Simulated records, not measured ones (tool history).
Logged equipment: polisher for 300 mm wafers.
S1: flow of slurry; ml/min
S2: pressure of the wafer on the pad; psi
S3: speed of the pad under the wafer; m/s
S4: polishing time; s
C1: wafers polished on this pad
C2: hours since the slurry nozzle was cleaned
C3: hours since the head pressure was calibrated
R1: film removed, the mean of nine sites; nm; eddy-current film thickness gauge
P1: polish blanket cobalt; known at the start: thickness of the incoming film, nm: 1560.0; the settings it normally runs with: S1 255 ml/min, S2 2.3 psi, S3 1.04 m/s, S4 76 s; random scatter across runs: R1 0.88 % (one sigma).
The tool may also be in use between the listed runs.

run,hour,S1,S2,S3,S4,C1,C2,C3,R1
1,8.7,255,2.3,1.04,76,576,547.5,136.7,550.88
2,17.2,255,3.4,1.28,76,676,556,145.2,984.98
3,30.1,255,2.3,1.54,76,828,568.9,158.1,794.2
4,42.9,255,1.3,1.04,76,979,581.7,170.9,306.58
5,52.9,255,2.3,1.04,76,1096,591.7,180.9,546.12
6,59.5,255,3.1,1.04,76,1174,598.3,187.5,728.44
7,67.2,255,2.3,1.04,98,1265,606,195.2,711.95
8,78.1,255,2.3,1.04,76,1393,616.9,206.1,550.99
9,90.4,255,2.3,1.04,76,1538,629.2,218.4,539.21
10,101,255,2.3,1.04,36,1662,639.8,229,259.36
11,107.5,255,2.3,1.04,76,1739,646.3,235.5,543.09
12,118.7,255,2.3,1.04,76,1871,657.5,246.7,531.31
13,127.4,155,2.3,1.04,76,1973,666.2,255.4,511.94
14,135.5,255,2.3,1.04,76,2068,674.3,263.5,538.84
15,145.6,375,2.3,1.04,76,2187,684.4,273.6,563.8
16,151.9,255,2.3,0.54,76,2261,690.7,279.9,285.99
17,160.8,255,2.3,1.04,76,2366,699.6,288.8,547.96
18,170.5,255,2.3,1.04,76,2480,709.3,298.5,546.01
19,177.8,255,2.3,1.04,76,2566,716.6,305.8,535.18
20,188.3,255,2.3,1.04,76,2690,727.1,316.3,536.78
21,203.1,255,2.3,1.04,76,2864,741.9,331.1,526.41
22,216.6,255,2.3,1.04,76,3023,755.4,344.6,520.19
23,229,255,2.3,1.04,76,3169,767.8,357,520.86
24,243.8,255,2.3,1.04,76,3343,782.6,371.8,522.67
# hour 243.9: worn pad replaced by a new one
25,253.6,255,2.3,1.04,76,115,792.4,381.6,514.42
26,266.7,255,2.3,1.04,76,269,805.5,394.7,515.23
27,277.8,255,2.3,1.04,76,400,816.6,405.8,515.6
28,284.7,255,2.3,1.04,76,481,823.5,412.7,512.76

The output of P1 has drifted from where it used to be. Each of the 2 causes below, taken at the size shown beside it, accounts for the log equally well:
A: head's pressure below its setpoint, % = 5.81
B: slurry flow missing at the pad, % = 36.5
The gradual shift began around hour 160.8.
The rest of the possible causes, and what rules out each one:
removal rate lost through wear of the pad, %: serviced at hour 243.9, which brought nothing back

Which of the 4 check runs listed below, each an average over 5 wafers with its results shown as question marks, gives clearly different results under the different listed causes?
check 1,291.6,255,2.3,1.32,44,,,,?
check 2,291.6,255,1.8,1.04,56,,,,?
check 3,291.6,255,3.1,1.04,76,,,,?
check 4,291.6,155,2.3,1.04,76,,,,?

What each check would give under each cause:
check,result,if A,if B
check 1,R1,377.3,377.28
check 2,R1,296.09,296.07
check 3,R1,692.05,692.01
check 4,R1,480.12,463.6
Separation of the two closest causes in each check, using whichever result separates them best: check 1 0.01 %; check 2 0.01 %; check 3 0.01 %; check 4 3.5 %
Check 4 distinguishes between the causes, while the remaining checks would return nearly the same result for all of them.

With check 4 done, the readings were: R1 461.38 nm. Identify which of the listed causes applies.

It was cause B: slurry flow missing at the pad, %.
